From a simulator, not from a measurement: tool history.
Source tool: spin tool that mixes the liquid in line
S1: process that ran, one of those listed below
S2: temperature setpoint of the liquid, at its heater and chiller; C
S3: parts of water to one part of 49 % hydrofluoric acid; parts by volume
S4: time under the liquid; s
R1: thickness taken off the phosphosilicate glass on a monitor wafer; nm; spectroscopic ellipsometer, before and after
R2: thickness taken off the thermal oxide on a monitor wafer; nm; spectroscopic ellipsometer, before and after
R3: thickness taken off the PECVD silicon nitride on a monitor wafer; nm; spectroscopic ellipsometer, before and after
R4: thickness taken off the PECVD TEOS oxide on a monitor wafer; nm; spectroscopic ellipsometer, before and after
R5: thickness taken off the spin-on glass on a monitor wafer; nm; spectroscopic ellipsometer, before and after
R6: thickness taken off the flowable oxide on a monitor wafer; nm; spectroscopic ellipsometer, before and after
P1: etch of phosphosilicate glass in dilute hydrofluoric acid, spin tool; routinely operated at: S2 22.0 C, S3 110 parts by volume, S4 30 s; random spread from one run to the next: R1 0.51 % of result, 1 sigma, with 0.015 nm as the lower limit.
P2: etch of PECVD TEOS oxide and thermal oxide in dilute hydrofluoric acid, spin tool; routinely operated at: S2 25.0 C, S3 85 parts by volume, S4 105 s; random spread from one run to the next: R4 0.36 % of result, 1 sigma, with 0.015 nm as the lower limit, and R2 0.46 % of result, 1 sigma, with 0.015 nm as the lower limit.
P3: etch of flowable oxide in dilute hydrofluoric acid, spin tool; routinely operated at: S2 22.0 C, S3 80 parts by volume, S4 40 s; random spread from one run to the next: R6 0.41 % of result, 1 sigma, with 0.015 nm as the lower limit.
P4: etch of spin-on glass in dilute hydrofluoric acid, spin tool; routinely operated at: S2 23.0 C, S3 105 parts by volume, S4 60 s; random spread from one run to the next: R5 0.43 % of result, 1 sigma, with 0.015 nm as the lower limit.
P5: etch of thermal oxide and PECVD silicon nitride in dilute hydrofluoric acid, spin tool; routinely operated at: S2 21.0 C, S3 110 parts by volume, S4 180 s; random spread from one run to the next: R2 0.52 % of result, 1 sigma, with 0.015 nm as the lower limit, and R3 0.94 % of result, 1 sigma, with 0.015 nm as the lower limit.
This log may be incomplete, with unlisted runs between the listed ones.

run 1 hour=18.7 | S1=P1 S2=22.0 S3=110 S4=30 | R1=27.077
run 2 hour=30.6 | S1=P1 S2=22.0 S3=110 S4=50 | R1=45.079
run 3 hour=45.8 | S1=P1 S2=22.0 S3=110 S4=30 | R1=26.880
run 4 hour=54.3 | S1=P5 S2=21.0 S3=110 S4=180 | R2=7.1191 R3=2.2483
run 5 hour=65.7 | S1=P5 S2=21.0 S3=65 S4=180 | R2=12.4880 R3=3.8248
run 6 hour=79.9 | S1=P2 S2=19.5 S3=85 S4=105 | R2=4.8189 R4=19.368
run 7 hour=92.0 | S1=P2 S2=25.0 S3=85 S4=105 | R2=6.0624 R4=24.104
run 8 hour=109.5 | S1=P1 S2=22.0 S3=110 S4=30 | R1=27.084
run 9 hour=125.3 | S1=P1 S2=29.5 S3=110 S4=30 | R1=36.224
run 10 hour=136.7 | S1=P1 S2=18.0 S3=110 S4=30 | R1=22.896
run 11 hour=151.4 | S1=P4 S2=27.5 S3=105 S4=60 | R5=13.9250
run 12 hour=165.3 | S1=P3 S2=22.0 S3=80 S4=40 | R6=31.728
run 13 hour=177.2 | S1=P4 S2=23.0 S3=105 S4=15 | R5=2.9634
run 14 hour=187.4 | S1=P1 S2=22.0 S3=110 S4=30 | R1=27.164
run 15 hour=198.7 | S1=P1 S2=22.0 S3=60 S4=30 | R1=52.298
run 16 hour=212.6 | S1=P1 S2=22.0 S3=110 S4=30 | R1=27.169
run 17 hour=222.6 | S1=P3 S2=22.0 S3=80 S4=40 | R6=32.032
run 18 hour=233.0 | S1=P1 S2=22.0 S3=110 S4=30 | R1=26.954
run 19 hour=246.1 | S1=P2 S2=25.0 S3=85 S4=210 | R2=12.0990 R4=48.257
run 20 hour=264.5 | S1=P3 S2=22.0 S3=80 S4=70 | R6=55.801
run 21 hour=282.9 | S1=P4 S2=23.0 S3=105 S4=60 | R5=11.8640
run 22 hour=294.6 | S1=P1 S2=22.0 S3=30 S4=15 | R1=54.460
run 23 hour=306.4 | S1=P1 S2=22.0 S3=110 S4=15 | R1=13.456
run 24 hour=316.4 | S1=P5 S2=28.5 S3=110 S4=180 | R2=9.5382 R3=3.7443
run 25 hour=328.9 | S1=P5 S2=21.0 S3=110 S4=360 | R2=14.2520 R3=4.5057
run 26 hour=344.2 | S1=P3 S2=22.0 S3=20 S4=40 | R6=137.200
run 27 hour=358.9 | S1=P1 S2=22.0 S3=180 S4=30 | R1=15.345
run 28 hour=374.1 | S1=P5 S2=21.0 S3=110 S4=180 | R2=7.0654 R3=2.3019
run 29 hour=392.0 | S1=P4 S2=23.0 S3=150 S4=60 | R5=7.7834
run 30 hour=408.7 | S1=P3 S2=17.5 S3=80 S4=40 | R6=26.332
run 31 hour=426.9 | S1=P2 S2=25.0 S3=85 S4=105 | R2=6.0783 R4=24.242
run 32 hour=435.1 | S1=P1 S2=26.0 S3=110 S4=45 | R1=47.555
run 33 hour=450.2 | S1=P2 S2=25.0 S3=35 S4=105 | R2=15.9120 R4=62.839
run 34 hour=459.0 | S1=P1 S2=22.0 S3=110 S4=30 | R1=27.275
run 35 hour=476.0 | S1=P1 S2=22.0 S3=110 S4=30 | R1=27.716
run 36 hour=493.5 | S1=P1 S2=22.0 S3=110 S4=30 | R1=28.190
run 37 hour=508.2 | S1=P1 S2=22.0 S3=110 S4=30 | R1=28.318
run 38 hour=516.7 | S1=P1 S2=22.0 S3=110 S4=30 | R1=28.425
run 39 hour=531.4 | S1=P1 S2=22.0 S3=110 S4=30 | R1=28.667
run 40 hour=548.8 | S1=P1 S2=22.0 S3=110 S4=30 | R1=28.415
run 41 hour=561.3 | S1=P1 S2=22.0 S3=110 S4=30 | R1=28.499
run 42 hour=570.1 | S1=P1 S2=22.0 S3=110 S4=30 | R1=28.476

What P1 gives has crept off from where it sat before. The 2 causes that follow fit the log equally well, each at the size noted:
A: liquid hotter than its thermometer reads (K) = 1.4
B: hydrofluoric acid flow above the setpoint (%) = 5.07
The gradual shift began around hour 459.0.

You are offered 4 check runs, listed below with question marks in place of their results; each one averages 3 wafers. Which run separates the listed causes by giving clearly different results for each?
run check 1 hour=578.9 | S1=P5 S2=21.0 S3=110 S4=180 | R2=? R3=?
run check 2 hour=578.9 | S1=P4 S2=23.0 S3=105 S4=60 | R5=?
run check 3 hour=578.9 | S1=P2 S2=25.0 S3=85 S4=105 | R2=? R4=?
run check 4 hour=578.9 | S1=P3 S2=22.0 S3=80 S4=40 | R6=?

How each check would come out, cause by cause:
check=check_1 result=R2 if_A=7.5013 if_B=7.4956
check=check_1 result=R3 if_A=2.5218 if_B=2.4103
check=check_2 result=R5 if_A=12.4570 if_B=12.4590
check=check_3 result=R2 if_A=6.4131 if_B=6.4098
check=check_3 result=R4 if_A=25.496 if_B=25.483
check=check_4 result=R6 if_A=33.695 if_B=33.600
Gap, in per cent, between the two causes that each check separates least, read from the result that separates them most: check 1 4.52 %; check 2 0.01 %; check 3 0.05 %; check 4 0.28 %
Check 1 distinguishes between the causes, while the remaining checks would return nearly the same result for all of them.

With check 1 done, the readings were: R2 7.4670 nm; R3 2.3821 nm. Identify which of the listed causes applies.

Of the candidate causes, it is B: hydrofluoric acid flow above the setpoint (%).
